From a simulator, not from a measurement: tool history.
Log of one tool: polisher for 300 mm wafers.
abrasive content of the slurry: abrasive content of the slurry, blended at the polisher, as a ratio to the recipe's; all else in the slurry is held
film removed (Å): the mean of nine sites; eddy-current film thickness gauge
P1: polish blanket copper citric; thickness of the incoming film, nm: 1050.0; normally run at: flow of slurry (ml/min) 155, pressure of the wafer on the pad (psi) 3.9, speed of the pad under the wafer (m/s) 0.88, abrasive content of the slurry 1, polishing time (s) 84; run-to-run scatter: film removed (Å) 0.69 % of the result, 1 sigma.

run   hour  flow of slurry (ml/min)  pressure of the wafer on the pad (psi)  speed of the pad under the wafer (m/s)  abrasive content of the slurry  polishing time (s)  film removed (Å)
  1    3.1                      155                                     3.9                                    0.88                               1                  84            1714.5
  2    7.6                      155                                     3.9                                    0.88                            1.45                  84            1844.6
  3     13                      155                                     2.8                                    0.88                               1                  84            1246.5
  4   15.6                      155                                     3.9                                    0.88                               1                 116            2359.9
  5   18.1                      195                                     3.9                                    0.88                               1                  84            1757.2
  6   23.6                      155                                     3.9                                     1.2                               1                  84            2329.1
  7     29                      155                                     3.9                                    0.88                               1                  41            835.33
  8   34.1                      155                                     3.9                                    0.88                             0.7                  84            1606.7
  9   36.8                      155                                     3.9                                    0.88                               1                  84            1734.1
 10   40.5                      155                                     3.9                                    0.88                               1                  84              1700
 11   42.9                      155                                     4.9                                    0.88                               1                 127              3252
 12   46.6                       95                                     3.9                                    0.88                               1                  84            1536.4
 13   51.6                      155                                     3.9                                     0.5                               1                  84            983.49
 14   56.4                      155                                     6.2                                    0.88                               1                  84            2704.3
 15   61.6                      155                                     3.9                                    0.88                               1                  84            1739.6
 16   65.1                      155                                     3.9                                    0.88                               1                  84            1705.8
 17   70.6                      155                                     3.9                                    0.88                               1                  84            1665.5
 18   75.1                      155                                     3.9                                    0.88                               1                  84            1643.5
 19   79.5                      155                                     3.9                                    0.88                               1                  84            1631.5
      79.7  -- head pressure recalibrated
 20   84.7                      155                                     3.9                                    0.88                               1                  84            1622.9
        87  -- worn pad replaced by a new one
 21     90                      155                                     3.9                                    0.88                               1                  84            1612.1
 22   93.6                      155                                     3.9                                    0.88                               1                  84            1599.8
 23   98.3                      155                                     3.9                                    0.88                               1                  84            1614.7
 24  101.8                      155                                     3.9                                    0.88                               1                  84            1621.4

What P1 gives has crept away from where it was. These 2 causes fit the log equally well, each at the size given:
A: abrasive missing from the slurry, % = 25.8
B: slurry flow missing at the pad, % = 27.6
The creep began at about hour 65.1.
Why every other cause is out:
removal rate lost through wear of the pad, %: serviced at hour 87, which brought nothing back
head's pressure below its setpoint, %: serviced at hour 79.7, which brought nothing back

4 check runs are offered, each on 3 wafers whose results are averaged, their results left as question marks. Which one tells the causes apart?
check 1  105.3                      155                                     3.9                                    0.88                            1.25                  84                 ?
check 2  105.3                       95                                     3.9                                    0.88                             1.4                  84                 ?
check 3  105.3                      155                                     3.9                                    0.88                            1.25                 113                 ?
check 4  105.3                      155                                     5.7                                    0.88                               1                  84                 ?

What each check would give under each cause:
  check            result    if A    if B
check 1  film removed (Å)  1688.2  1691.1
check 2  film removed (Å)  1560.2    1512
check 3  film removed (Å)    2271  2274.9
check 4  film removed (Å)    2339    2339
How far apart the two closest causes lie, in the result that separates them most: check 1 0.17 %; check 2 3.14 %; check 3 0.17 %; check 4 0 %
Only check 2 tells the causes apart: in the others they would give nearly the same result.

Then check 2 was run and gave: film removed (Å) 1510.9. Which cause is it?

It is B: slurry flow missing at the pad, %.
